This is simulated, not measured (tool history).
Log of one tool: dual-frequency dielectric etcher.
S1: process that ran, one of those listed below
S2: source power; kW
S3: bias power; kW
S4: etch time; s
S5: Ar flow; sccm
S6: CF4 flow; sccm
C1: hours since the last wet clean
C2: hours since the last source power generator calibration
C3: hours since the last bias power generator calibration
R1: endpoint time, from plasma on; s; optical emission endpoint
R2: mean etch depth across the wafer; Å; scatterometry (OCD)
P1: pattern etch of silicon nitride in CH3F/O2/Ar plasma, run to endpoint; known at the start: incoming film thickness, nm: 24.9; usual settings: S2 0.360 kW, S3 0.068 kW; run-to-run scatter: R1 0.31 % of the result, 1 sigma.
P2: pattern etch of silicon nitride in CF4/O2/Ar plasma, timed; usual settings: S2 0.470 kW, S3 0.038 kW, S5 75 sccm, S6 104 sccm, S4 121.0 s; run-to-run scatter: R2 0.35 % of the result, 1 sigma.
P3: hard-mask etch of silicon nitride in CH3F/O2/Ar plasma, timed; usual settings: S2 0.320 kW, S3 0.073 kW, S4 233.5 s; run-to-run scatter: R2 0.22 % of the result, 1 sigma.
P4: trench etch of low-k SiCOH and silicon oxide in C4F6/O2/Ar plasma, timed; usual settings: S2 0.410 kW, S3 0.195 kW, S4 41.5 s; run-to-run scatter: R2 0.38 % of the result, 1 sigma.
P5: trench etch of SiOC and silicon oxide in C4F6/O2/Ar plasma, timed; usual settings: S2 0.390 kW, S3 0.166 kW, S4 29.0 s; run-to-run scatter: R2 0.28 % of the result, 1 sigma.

{"run": 1, "hour": 5.6, "S1": "P1", "S2": 0.36, "S3": 0.068, "C1": 325.8, "C2": 1867.6, "C3": 3521.7, "R1": 38.435}
{"run": 2, "hour": 15.2, "S1": "P1", "S2": 0.36, "S3": 0.068, "C1": 335.4, "C2": 1877.2, "C3": 3531.3, "R1": 38.459}
{"run": 3, "hour": 23.1, "S1": "P3", "S2": 0.32, "S3": 0.073, "S4": 233.5, "C1": 343.3, "C2": 1885.1, "C3": 3539.2, "R2": 1477.1}
{"run": 4, "hour": 31.9, "S1": "P1", "S2": 0.36, "S3": 0.09, "C1": 352.1, "C2": 1893.9, "C3": 3548.0, "R1": 35.052}
{"run": 5, "hour": 38.2, "S1": "P4", "S2": 0.27, "S3": 0.195, "S4": 41.5, "C1": 358.4, "C2": 1900.2, "C3": 3554.3, "R2": 1152.4}
{"run": 6, "hour": 43.6, "S1": "P1", "S2": 0.36, "S3": 0.068, "C1": 363.8, "C2": 1905.6, "C3": 3559.7, "R1": 38.5}
{"run": 7, "hour": 48.1, "S1": "P1", "S2": 0.36, "S3": 0.068, "C1": 368.3, "C2": 1910.1, "C3": 3564.2, "R1": 38.343}
{"run": 8, "hour": 53.3, "S1": "P4", "S2": 0.41, "S3": 0.129, "S4": 41.5, "C1": 373.5, "C2": 1915.3, "C3": 3569.4, "R2": 1192.7}
{"run": 9, "hour": 58.3, "S1": "P5", "S2": 0.39, "S3": 0.166, "S4": 29.0, "C1": 378.5, "C2": 1920.3, "C3": 3574.4, "R2": 548.38}
{"run": 10, "hour": 66.1, "S1": "P2", "S2": 0.47, "S3": 0.025, "S4": 121.0, "S5": 75, "S6": 104, "C1": 386.3, "C2": 1928.1, "C3": 3582.2, "R2": 1848.1}
{"run": 11, "hour": 74.8, "S1": "P4", "S2": 0.41, "S3": 0.195, "S4": 27.5, "C1": 395.0, "C2": 1936.8, "C3": 3590.9, "R2": 897.19}
{"run": 12, "hour": 83.5, "S1": "P2", "S2": 0.35, "S3": 0.038, "S4": 121.0, "S5": 75, "S6": 104, "C1": 403.7, "C2": 1945.5, "C3": 3599.6, "R2": 1626.3}
{"run": 13, "hour": 90.0, "S1": "P1", "S2": 0.27, "S3": 0.051, "C1": 410.2, "C2": 1952.0, "C3": 3606.1, "R1": 47.419}
{"run": 14, "hour": 95.9, "S1": "P5", "S2": 0.39, "S3": 0.166, "S4": 37.0, "C1": 416.1, "C2": 1957.9, "C3": 3612.0, "R2": 700.61}
{"run": 15, "hour": 100.6, "S1": "P5", "S2": 0.51, "S3": 0.166, "S4": 29.0, "C1": 420.8, "C2": 1962.6, "C3": 3616.7, "R2": 609.19}
{"hour": 103.0, "done": "bias power generator calibrated"}
{"run": 16, "hour": 107.4, "S1": "P2", "S2": 0.47, "S3": 0.038, "S4": 121.0, "S5": 95, "S6": 104, "C1": 427.6, "C2": 1969.4, "C3": 4.5, "R2": 2042.8}
{"run": 17, "hour": 115.9, "S1": "P5", "S2": 0.39, "S3": 0.227, "S4": 29.0, "C1": 436.1, "C2": 1977.9, "C3": 13.0, "R2": 607.92}
{"run": 18, "hour": 120.4, "S1": "P1", "S2": 0.36, "S3": 0.068, "C1": 440.6, "C2": 1982.4, "C3": 17.5, "R1": 38.536}
{"run": 19, "hour": 129.3, "S1": "P1", "S2": 0.43, "S3": 0.068, "C1": 449.5, "C2": 1991.3, "C3": 26.4, "R1": 36.083}

The next listed run, before its measurement:
{"run": 20, "hour": 134.5, "S1": "P3", "S2": 0.32, "S3": 0.073, "S4": 348.0, "C1": 454.7, "C2": 1996.5, "C3": 31.6, "R2": "?"}

R2: 2213.50 Å
